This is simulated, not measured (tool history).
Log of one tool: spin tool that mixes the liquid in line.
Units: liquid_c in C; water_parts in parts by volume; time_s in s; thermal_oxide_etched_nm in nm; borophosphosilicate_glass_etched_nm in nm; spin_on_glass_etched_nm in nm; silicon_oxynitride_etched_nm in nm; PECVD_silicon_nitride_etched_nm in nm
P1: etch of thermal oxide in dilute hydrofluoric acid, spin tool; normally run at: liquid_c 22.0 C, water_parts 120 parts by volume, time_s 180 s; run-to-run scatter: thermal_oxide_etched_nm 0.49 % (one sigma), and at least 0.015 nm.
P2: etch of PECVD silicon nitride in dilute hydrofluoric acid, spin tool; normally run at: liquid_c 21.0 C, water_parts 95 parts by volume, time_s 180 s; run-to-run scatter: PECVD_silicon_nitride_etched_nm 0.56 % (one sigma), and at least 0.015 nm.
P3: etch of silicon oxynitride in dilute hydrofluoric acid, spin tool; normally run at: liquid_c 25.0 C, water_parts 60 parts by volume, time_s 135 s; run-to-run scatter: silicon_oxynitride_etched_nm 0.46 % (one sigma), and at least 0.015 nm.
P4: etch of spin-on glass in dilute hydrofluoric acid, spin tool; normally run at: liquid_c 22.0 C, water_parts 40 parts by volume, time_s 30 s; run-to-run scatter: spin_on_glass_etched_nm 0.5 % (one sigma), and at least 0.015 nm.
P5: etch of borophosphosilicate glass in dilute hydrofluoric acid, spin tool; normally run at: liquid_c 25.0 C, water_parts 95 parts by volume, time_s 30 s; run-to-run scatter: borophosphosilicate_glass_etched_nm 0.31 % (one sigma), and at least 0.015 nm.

run	day	process	liquid_c	water_parts	time_s	hours since the thermometer was replaced	hours since the hydrofluoric acid flow meter was replaced	thermal_oxide_etched_nm	borophosphosilicate_glass_etched_nm	spin_on_glass_etched_nm	silicon_oxynitride_etched_nm	PECVD_silicon_nitride_etched_nm
1	0.262	P1	22.0	120	180	842.6	962.9	6.65490				
2	0.525	P5	25.0	95	30	848.9	969.2		13.5610			
3	0.642	P4	22.0	40	60	851.7	972.0			37.576		
4	0.783	P4	22.0	20	30	855.1	975.4			38.833		
5	0.988	P1	29.5	120	180	860.0	980.3	8.92510				
6	1.192	P5	25.0	95	50	864.9	985.2		22.5630			
7	1.400	P1	22.0	120	180	869.9	990.2	6.63510				
8	1.650	P1	22.0	120	180	875.9	996.2	6.70920				
9	1.833	P3	25.0	60	135	880.3	1000.6				10.3600	
10	2.012	P4	27.5	40	30	884.6	1004.9			23.577		
11	2.229	P5	33.0	95	30	889.8	1010.1		18.5390			
12	2.404	P5	25.0	170	30	894.0	1014.3		6.9649			
13	2.642	P1	22.0	120	340	899.7	1020.0	12.48600				
14	2.888	P2	21.0	95	180	905.6	1025.9					4.9039
15	3.038	P1	22.0	120	180	909.2	1029.5	6.63520				
16	3.267	P1	22.0	40	180	914.7	1035.0	22.09500				
17	3.450	P1	22.0	120	85	919.1	1039.4	3.15070				
18	3.700	P1	22.0	205	45	925.1	1045.4	0.90147				
19	3.950	P3	25.0	60	65	931.1	1051.4				5.0239	
20	4.150	P2	21.0	25	180	935.9	1056.2					18.2990
21	4.338	P2	17.0	95	180	940.4	1060.7					3.7518

Forecast run 22:
22	4.525	P2	21.0	95	180	944.9	1065.2					?

{"run 22": {"PECVD_silicon_nitride_etched_nm": 4.8801}}
